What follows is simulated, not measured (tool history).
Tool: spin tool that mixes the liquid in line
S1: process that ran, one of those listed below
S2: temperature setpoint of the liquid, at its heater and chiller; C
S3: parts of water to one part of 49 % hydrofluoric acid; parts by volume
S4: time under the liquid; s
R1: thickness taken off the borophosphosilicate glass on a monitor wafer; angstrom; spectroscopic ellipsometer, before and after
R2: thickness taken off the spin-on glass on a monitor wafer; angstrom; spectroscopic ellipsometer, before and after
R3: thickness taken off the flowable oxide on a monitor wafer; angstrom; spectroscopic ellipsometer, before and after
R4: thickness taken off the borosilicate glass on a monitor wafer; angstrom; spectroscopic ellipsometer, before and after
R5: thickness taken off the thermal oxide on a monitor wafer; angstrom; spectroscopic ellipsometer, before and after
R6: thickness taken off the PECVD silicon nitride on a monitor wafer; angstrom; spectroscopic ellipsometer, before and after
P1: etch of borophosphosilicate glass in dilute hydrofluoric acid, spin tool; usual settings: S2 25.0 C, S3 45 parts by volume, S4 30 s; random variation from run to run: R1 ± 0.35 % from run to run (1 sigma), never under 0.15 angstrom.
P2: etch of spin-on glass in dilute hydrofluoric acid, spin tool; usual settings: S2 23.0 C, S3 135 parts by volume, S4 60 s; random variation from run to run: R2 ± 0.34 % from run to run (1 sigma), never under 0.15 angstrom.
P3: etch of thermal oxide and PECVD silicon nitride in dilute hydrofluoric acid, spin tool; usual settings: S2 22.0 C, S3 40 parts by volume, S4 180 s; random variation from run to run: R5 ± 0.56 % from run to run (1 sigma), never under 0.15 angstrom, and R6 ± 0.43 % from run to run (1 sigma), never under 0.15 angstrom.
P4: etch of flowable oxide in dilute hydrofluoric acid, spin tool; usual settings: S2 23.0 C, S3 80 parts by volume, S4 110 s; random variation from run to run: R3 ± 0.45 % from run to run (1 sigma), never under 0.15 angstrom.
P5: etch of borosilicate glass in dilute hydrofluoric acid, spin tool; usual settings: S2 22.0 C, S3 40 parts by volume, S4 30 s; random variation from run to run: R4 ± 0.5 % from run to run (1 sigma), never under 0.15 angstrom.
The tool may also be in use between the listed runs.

{"run": 1, "hour": 5.3, "S1": "P1", "S2": 25.0, "S3": 45, "S4": 30, "R1": 347.92}
{"run": 2, "hour": 10.1, "S1": "P2", "S2": 23.0, "S3": 135, "S4": 60, "R2": 209.32}
{"run": 3, "hour": 19.1, "S1": "P1", "S2": 25.0, "S3": 65, "S4": 30, "R1": 231.85}
{"run": 4, "hour": 25.8, "S1": "P4", "S2": 23.0, "S3": 30, "S4": 110, "R3": 914.33}
{"run": 5, "hour": 31.3, "S1": "P1", "S2": 25.0, "S3": 45, "S4": 15, "R1": 172.4}
{"run": 6, "hour": 38.2, "S1": "P1", "S2": 17.5, "S3": 45, "S4": 30, "R1": 252.56}
{"run": 7, "hour": 45.0, "S1": "P2", "S2": 29.5, "S3": 135, "S4": 60, "R2": 267.64}
{"run": 8, "hour": 51.9, "S1": "P1", "S2": 22.0, "S3": 65, "S4": 30, "R1": 206.46}
{"run": 9, "hour": 60.0, "S1": "P5", "S2": 22.0, "S3": 40, "S4": 55, "R4": 517.78}
{"run": 10, "hour": 68.0, "S1": "P4", "S2": 28.5, "S3": 80, "S4": 110, "R3": 398.94}
{"run": 11, "hour": 76.3, "S1": "P5", "S2": 22.0, "S3": 40, "S4": 30, "R4": 282.77}
{"run": 12, "hour": 83.8, "S1": "P1", "S2": 32.5, "S3": 25, "S4": 30, "R1": 867.28}
{"run": 13, "hour": 88.6, "S1": "P1", "S2": 25.0, "S3": 45, "S4": 30, "R1": 343.93}
{"run": 14, "hour": 97.0, "S1": "P2", "S2": 23.0, "S3": 135, "S4": 105, "R2": 366.36}
{"run": 15, "hour": 102.5, "S1": "P3", "S2": 22.0, "S3": 65, "S4": 180, "R5": 124.95, "R6": 64.664}
{"run": 16, "hour": 108.0, "S1": "P5", "S2": 17.0, "S3": 40, "S4": 30, "R4": 229.69}
{"run": 17, "hour": 112.5, "S1": "P1", "S2": 25.0, "S3": 45, "S4": 60, "R1": 695.66}
{"run": 18, "hour": 119.7, "S1": "P5", "S2": 22.0, "S3": 20, "S4": 30, "R4": 587.5}
{"run": 19, "hour": 128.8, "S1": "P3", "S2": 22.0, "S3": 40, "S4": 25, "R5": 29.177, "R6": 14.608}

Expected results for the next run?
{"run": 20, "hour": 137.8, "S1": "P1", "S2": 25.0, "S3": 45, "S4": 30, "R1": "?"}

R1: 345.32 angstrom
